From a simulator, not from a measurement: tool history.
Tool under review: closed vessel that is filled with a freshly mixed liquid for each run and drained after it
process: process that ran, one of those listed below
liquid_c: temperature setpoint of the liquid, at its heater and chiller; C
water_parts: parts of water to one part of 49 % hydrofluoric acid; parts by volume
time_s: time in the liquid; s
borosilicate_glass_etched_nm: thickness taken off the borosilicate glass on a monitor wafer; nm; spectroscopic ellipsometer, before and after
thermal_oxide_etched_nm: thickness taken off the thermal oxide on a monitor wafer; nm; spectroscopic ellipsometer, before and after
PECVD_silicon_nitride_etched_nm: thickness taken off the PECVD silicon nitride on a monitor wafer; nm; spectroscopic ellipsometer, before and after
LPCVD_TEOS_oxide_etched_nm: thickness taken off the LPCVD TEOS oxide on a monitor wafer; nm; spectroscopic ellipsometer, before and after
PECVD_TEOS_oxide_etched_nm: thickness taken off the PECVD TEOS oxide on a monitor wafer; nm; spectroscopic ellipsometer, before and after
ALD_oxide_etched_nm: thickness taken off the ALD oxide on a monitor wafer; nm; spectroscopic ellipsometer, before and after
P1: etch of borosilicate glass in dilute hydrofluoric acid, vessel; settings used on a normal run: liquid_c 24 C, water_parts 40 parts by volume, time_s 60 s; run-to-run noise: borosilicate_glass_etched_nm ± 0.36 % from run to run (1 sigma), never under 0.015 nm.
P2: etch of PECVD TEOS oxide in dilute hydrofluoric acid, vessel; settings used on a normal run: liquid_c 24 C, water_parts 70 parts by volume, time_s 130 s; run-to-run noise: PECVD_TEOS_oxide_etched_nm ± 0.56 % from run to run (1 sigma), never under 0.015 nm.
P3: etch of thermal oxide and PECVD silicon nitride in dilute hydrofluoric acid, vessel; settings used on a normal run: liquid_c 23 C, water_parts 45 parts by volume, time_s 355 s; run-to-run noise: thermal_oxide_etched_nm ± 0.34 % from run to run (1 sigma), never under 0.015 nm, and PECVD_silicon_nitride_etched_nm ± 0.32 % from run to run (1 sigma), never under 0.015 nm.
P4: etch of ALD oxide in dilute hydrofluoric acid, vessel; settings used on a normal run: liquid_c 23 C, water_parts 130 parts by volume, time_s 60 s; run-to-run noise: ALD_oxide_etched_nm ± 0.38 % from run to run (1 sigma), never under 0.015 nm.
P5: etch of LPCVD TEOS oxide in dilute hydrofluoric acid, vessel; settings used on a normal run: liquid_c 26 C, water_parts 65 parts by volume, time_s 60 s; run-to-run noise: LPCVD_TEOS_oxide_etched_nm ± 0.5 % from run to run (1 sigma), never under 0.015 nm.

run   hour  process  liquid_c  water_parts  time_s  hours since the thermometer was replaced  hours since the hydrofluoric acid flow meter was replaced  borosilicate_glass_etched_nm  thermal_oxide_etched_nm  PECVD_silicon_nitride_etched_nm  LPCVD_TEOS_oxide_etched_nm  PECVD_TEOS_oxide_etched_nm  ALD_oxide_etched_nm
  1    5.9       P1        24           40      60                                     515.4                                                      609.6                        39.138
  2     16       P1        24           40      30                                     525.5                                                      619.7                        19.454
  3   27.5       P1        24           40      60                                       537                                                      631.2                        39.036
  4   37.7       P3        23           45     355                                     547.2                                                      641.4                                                  37.67                           41.692
  5   44.8       P5        30           65      60                                     554.3                                                      648.5                                                                                                              27.544
  6   57.1       P5        26           35      60                                     566.6                                                      660.8                                                                                                              45.223
  7   63.9       P1        24           40      60                                     573.4                                                      667.6                        39.003
  8   71.2       P1        24           40      60                                     580.7                                                      674.9                        39.346
  9   83.2       P2        19           70     130                                     592.7                                                      686.9                                                                                                                                          32.632
 10     90       P2        24           70      55                                     599.5                                                      693.7                                                                                                                                          17.131
 11     97       P1        19           40      60                                     606.5                                                      700.7                        31.626
 12  104.7       P1        24           40     110                                     614.2                                                      708.4                        71.779
 13  111.6       P5        26           65      60                                     621.1                                                      715.3                                                                                                              23.028
 14  122.6       P4      17.5          130      60                                     632.1                                                      726.3                                                                                                                                                               7.0381
 15  131.8       P3        23           45     605                                     641.3                                                      735.5                                                 64.198                           71.195
 16  138.4       P1        24           40      60                                     647.9                                                      742.1                         39.09
 17  144.1       P4        23          130      60                                     653.6                                                      747.8                                                                                                                                                               8.8168
 18  150.8       P3        23           20     355                                     660.3                                                      754.5                                                 88.238                           91.389
 19    158       P1        24           70      60                                     667.5                                                      761.7                         21.43
 20  166.7       P1        24           20      60                                     676.2                                                      770.4                        80.623
 21  175.7       P1        24           40      60                                     685.2                                                      779.4                        39.206
 22    187       P4        23          130     100                                     696.5                                                      790.7                                                                                                                                                               14.729
 23  197.5       P5        26           65     105                                       707                                                      801.2                                                                                                              40.577
 24  204.2       P3        17           45     355                                     713.7                                                      807.9                                                 29.189                           27.483
 25  216.9       P2        24          110     130                                     726.4                                                      820.6                                                                                                                                           24.58
 26  227.7       P1      29.5           40      30                                     737.2                                                      831.4                        24.508
 27  236.4       P1        30           40      60                                     745.9                                                      840.1                        49.903
 28  248.1       P5        26           65      60                                     757.6                                                      851.8                                                                                                              23.238
 29  258.3       P2        24           70     130                                     767.8                                                        862                                                                                                                                          40.544
 30    266       P1        24           65      95                                     775.5                                                      869.7                        37.018
 31  273.2       P4        23          130      60                                     782.7                                                      876.9                                                                                                                                                               8.8402
 32  285.4       P4        23           50      60                                     794.9                                                      889.1                                                                                                                                                               24.994
 33  292.9       P1        24           40      60                                     802.4                                                      896.6                        39.219
 34  302.4       P1        24           40      60                                     811.9                                                      906.1                        40.716
 35    311       P1        24           40      60                                     820.5                                                      914.7                         41.37
 36  319.1       P1        24           40      60                                     828.6                                                      922.8                        41.391
 37  331.2       P1        24           40      60                                     840.7                                                      934.9                        41.975
 38  343.4       P1        24           40      60                                     852.9                                                      947.1                        42.392
 39  350.5       P1        24           40      60                                       860                                                      954.2                        42.252
 40    361       P1        24           40      60                                     870.5                                                      964.7                        42.652
 41  366.9       P1        24           40      60                                     876.4                                                      970.6                        42.403
 42  379.2       P1        24           40      60                                     888.7                                                      982.9                        42.538

The output of P1 has drifted from where it used to be. Each of the 2 causes below, taken at the size shown beside it, accounts for the log equally well:
A: liquid hotter than its thermometer reads (K) = 2
B: hydrofluoric acid flow above the setpoint (%) = 8.12
The gradual shift began around hour 292.9.

Which of the 4 check runs listed below separates the causes, so that each cause would produce a clearly different result? Each run uses one wafer, and its results are marked with question marks.
check 1  391.5       P3        23           20     565                                                                                                                                                           ?                                ?
check 2  391.5       P2        24          105      60                                                                                                                                                                                                                                                    ?
check 3  391.5       P4        19          130      60                                                                                                                                                                                                                                                                         ?
check 4  391.5       P5        26           35     100                                                                                                                                                                                                                        ?

Predicted outcomes, by check and by cause:
  check                           result    if A    if B
check 1          thermal_oxide_etched_nm  152.03  151.35
check 1  PECVD_silicon_nitride_etched_nm  166.73  156.54
check 2       PECVD_TEOS_oxide_etched_nm  12.857  12.981
check 3              ALD_oxide_etched_nm  8.1128  8.1756
check 4       LPCVD_TEOS_oxide_etched_nm  81.396  81.427
Distance between the nearest two causes, measured in the result of the check that separates them most: check 1 6.31 %; check 2 0.96 %; check 3 0.77 %; check 4 0.04 %
The other checks would show nearly matching results whichever cause is true, so check 1 is the only one that separates the causes.

With check 1 done, the readings were: thermal_oxide_etched_nm 151.05 nm; PECVD_silicon_nitride_etched_nm 155.88 nm. Identify which of the listed causes applies.

B is the cause: hydrofluoric acid flow above the setpoint (%).
